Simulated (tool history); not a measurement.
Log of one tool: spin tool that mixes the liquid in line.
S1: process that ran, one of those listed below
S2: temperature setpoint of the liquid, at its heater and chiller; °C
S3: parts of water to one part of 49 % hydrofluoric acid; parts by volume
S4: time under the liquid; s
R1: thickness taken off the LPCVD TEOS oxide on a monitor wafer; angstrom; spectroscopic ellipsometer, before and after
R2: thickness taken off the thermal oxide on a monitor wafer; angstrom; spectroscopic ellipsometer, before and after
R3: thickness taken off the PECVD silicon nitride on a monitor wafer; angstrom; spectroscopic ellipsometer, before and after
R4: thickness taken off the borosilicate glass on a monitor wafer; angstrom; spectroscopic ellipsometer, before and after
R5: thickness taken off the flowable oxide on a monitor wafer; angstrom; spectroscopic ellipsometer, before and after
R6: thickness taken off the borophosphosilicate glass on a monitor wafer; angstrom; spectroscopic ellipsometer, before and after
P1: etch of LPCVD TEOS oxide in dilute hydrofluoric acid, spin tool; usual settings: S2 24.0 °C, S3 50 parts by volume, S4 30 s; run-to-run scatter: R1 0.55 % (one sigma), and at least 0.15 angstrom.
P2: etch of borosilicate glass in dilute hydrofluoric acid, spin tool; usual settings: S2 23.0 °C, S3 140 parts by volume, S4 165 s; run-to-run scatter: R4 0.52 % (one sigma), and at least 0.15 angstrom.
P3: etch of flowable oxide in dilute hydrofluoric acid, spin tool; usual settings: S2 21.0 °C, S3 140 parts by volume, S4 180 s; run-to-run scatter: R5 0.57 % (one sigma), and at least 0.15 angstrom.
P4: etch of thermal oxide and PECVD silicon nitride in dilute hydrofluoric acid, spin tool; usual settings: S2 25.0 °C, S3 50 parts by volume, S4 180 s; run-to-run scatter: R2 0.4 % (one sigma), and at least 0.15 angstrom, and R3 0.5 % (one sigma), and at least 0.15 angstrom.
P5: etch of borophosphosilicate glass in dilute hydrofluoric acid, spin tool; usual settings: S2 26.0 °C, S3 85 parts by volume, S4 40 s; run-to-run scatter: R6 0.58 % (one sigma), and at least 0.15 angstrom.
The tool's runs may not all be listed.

{"run": 1, "hour": 14.6, "S1": "P1", "S2": 24.0, "S3": 50, "S4": 30, "R1": 211.26}
{"run": 2, "hour": 26.4, "S1": "P1", "S2": 24.0, "S3": 50, "S4": 30, "R1": 209.3}
{"run": 3, "hour": 36.7, "S1": "P4", "S2": 25.0, "S3": 50, "S4": 180, "R2": 195.07, "R3": 64.911}
{"run": 4, "hour": 48.3, "S1": "P1", "S2": 24.0, "S3": 50, "S4": 30, "R1": 209.37}
{"run": 5, "hour": 62.1, "S1": "P1", "S2": 20.0, "S3": 50, "S4": 30, "R1": 177.89}
{"run": 6, "hour": 72.5, "S1": "P1", "S2": 24.0, "S3": 50, "S4": 15, "R1": 104.33}
{"run": 7, "hour": 84.2, "S1": "P1", "S2": 27.5, "S3": 50, "S4": 30, "R1": 240.82}
{"run": 8, "hour": 94.1, "S1": "P1", "S2": 30.5, "S3": 50, "S4": 60, "R1": 543.17}
{"run": 9, "hour": 102.5, "S1": "P2", "S2": 23.0, "S3": 140, "S4": 25, "R4": 71.733}
{"run": 10, "hour": 113.9, "S1": "P4", "S2": 25.0, "S3": 20, "S4": 180, "R2": 504.38, "R3": 159.66}
{"run": 11, "hour": 130.0, "S1": "P1", "S2": 24.0, "S3": 50, "S4": 30, "R1": 210.83}
{"run": 12, "hour": 144.0, "S1": "P4", "S2": 29.5, "S3": 50, "S4": 180, "R2": 232.01, "R3": 87.014}
{"run": 13, "hour": 160.2, "S1": "P3", "S2": 21.0, "S3": 140, "S4": 180, "R5": 230.07}
{"hour": 172.4, "done": "thermometer replaced"}
{"run": 14, "hour": 173.2, "S1": "P5", "S2": 26.0, "S3": 85, "S4": 40, "R6": 215.04}
{"run": 15, "hour": 180.7, "S1": "P1", "S2": 24.0, "S3": 50, "S4": 30, "R1": 209.82}
{"run": 16, "hour": 193.8, "S1": "P3", "S2": 21.0, "S3": 230, "S4": 180, "R5": 127.59}
{"run": 17, "hour": 206.1, "S1": "P5", "S2": 26.0, "S3": 20, "S4": 40, "R6": 1011.7}
{"run": 18, "hour": 217.2, "S1": "P5", "S2": 26.0, "S3": 85, "S4": 75, "R6": 405.79}
{"run": 19, "hour": 227.5, "S1": "P1", "S2": 24.0, "S3": 20, "S4": 30, "R1": 552.35}
{"run": 20, "hour": 242.7, "S1": "P4", "S2": 25.0, "S3": 50, "S4": 180, "R2": 193.83, "R3": 64.452}
{"run": 21, "hour": 258.0, "S1": "P2", "S2": 23.0, "S3": 140, "S4": 165, "R4": 475.21}
{"run": 22, "hour": 270.5, "S1": "P3", "S2": 21.0, "S3": 140, "S4": 180, "R5": 228.02}
{"run": 23, "hour": 278.0, "S1": "P3", "S2": 17.0, "S3": 140, "S4": 180, "R5": 193.3}
{"run": 24, "hour": 293.4, "S1": "P1", "S2": 24.0, "S3": 90, "S4": 30, "R1": 111.36}
{"run": 25, "hour": 301.9, "S1": "P1", "S2": 17.5, "S3": 30, "S4": 30, "R1": 274.03}
{"run": 26, "hour": 310.1, "S1": "P5", "S2": 26.0, "S3": 85, "S4": 40, "R6": 218.03}
{"run": 27, "hour": 319.8, "S1": "P4", "S2": 25.0, "S3": 50, "S4": 85, "R2": 91.277, "R3": 30.689}
{"run": 28, "hour": 330.0, "S1": "P1", "S2": 24.0, "S3": 50, "S4": 45, "R1": 315.79}
{"run": 29, "hour": 339.4, "S1": "P1", "S2": 24.0, "S3": 50, "S4": 30, "R1": 212.04}
{"run": 30, "hour": 346.8, "S1": "P2", "S2": 17.0, "S3": 140, "S4": 165, "R4": 369.92}
{"run": 31, "hour": 359.9, "S1": "P5", "S2": 21.5, "S3": 85, "S4": 40, "R6": 182.52}
{"run": 32, "hour": 371.8, "S1": "P3", "S2": 21.0, "S3": 140, "S4": 75, "R5": 95.414}
{"run": 33, "hour": 381.3, "S1": "P2", "S2": 23.0, "S3": 60, "S4": 165, "R4": 1219.4}
{"run": 34, "hour": 392.0, "S1": "P1", "S2": 24.0, "S3": 50, "S4": 30, "R1": 209.45}
{"run": 35, "hour": 403.7, "S1": "P1", "S2": 24.0, "S3": 50, "S4": 30, "R1": 200.8}
{"run": 36, "hour": 412.0, "S1": "P1", "S2": 24.0, "S3": 50, "S4": 30, "R1": 199.5}
{"run": 37, "hour": 424.9, "S1": "P1", "S2": 24.0, "S3": 50, "S4": 30, "R1": 196.09}
{"run": 38, "hour": 432.1, "S1": "P1", "S2": 24.0, "S3": 50, "S4": 30, "R1": 194.18}
{"run": 39, "hour": 440.0, "S1": "P1", "S2": 24.0, "S3": 50, "S4": 30, "R1": 193.29}
{"run": 40, "hour": 447.3, "S1": "P1", "S2": 24.0, "S3": 50, "S4": 30, "R1": 194.24}
{"run": 41, "hour": 461.5, "S1": "P1", "S2": 24.0, "S3": 50, "S4": 30, "R1": 193.68}

What P1 gives has crept away from where it was. These 2 causes fit the log equally well, each at the size given:
A: liquid colder than its thermometer reads (K) = 2.07
B: hydrofluoric acid flow below the setpoint (%) = 7.71
The creep began at about hour 392.0.

4 check runs are offered, one wafer each, their results left as question marks. Which one tells the causes apart?
{"run": "check 1", "hour": 475.7, "S1": "P3", "S2": 17.5, "S3": 140, "S4": 180, "R5": "?"}
{"run": "check 2", "hour": 475.7, "S1": "P5", "S2": 26.0, "S3": 60, "S4": 40, "R6": "?"}
{"run": "check 3", "hour": 475.7, "S1": "P2", "S2": 23.0, "S3": 90, "S4": 105, "R4": "?"}
{"run": "check 4", "hour": 475.7, "S1": "P4", "S2": 25.0, "S3": 35, "S4": 180, "R2": "?", "R3": "?"}

What each check would give under each cause:
check=check_1 result=R5 if_A=181.980 if_B=180.890
check=check_2 result=R6 if_A=293.22 if_B=292.28
check=check_3 result=R4 if_A=457.170 if_B=454.780
check=check_4 result=R2 if_A=259.850 if_B=260.400
check=check_4 result=R3 if_A=80.168 if_B=85.356
How far apart the two closest causes lie, in the result that separates them most: check 1 0.6 %; check 2 0.32 %; check 3 0.52 %; check 4 6.27 %
Check 4 tells the causes apart: in the others they would give nearly the same result.

Then check 4 was run and gave: R2 259.220 angstrom; R3 80.582 angstrom. Which cause is it?

It is A: liquid colder than its thermometer reads (K).
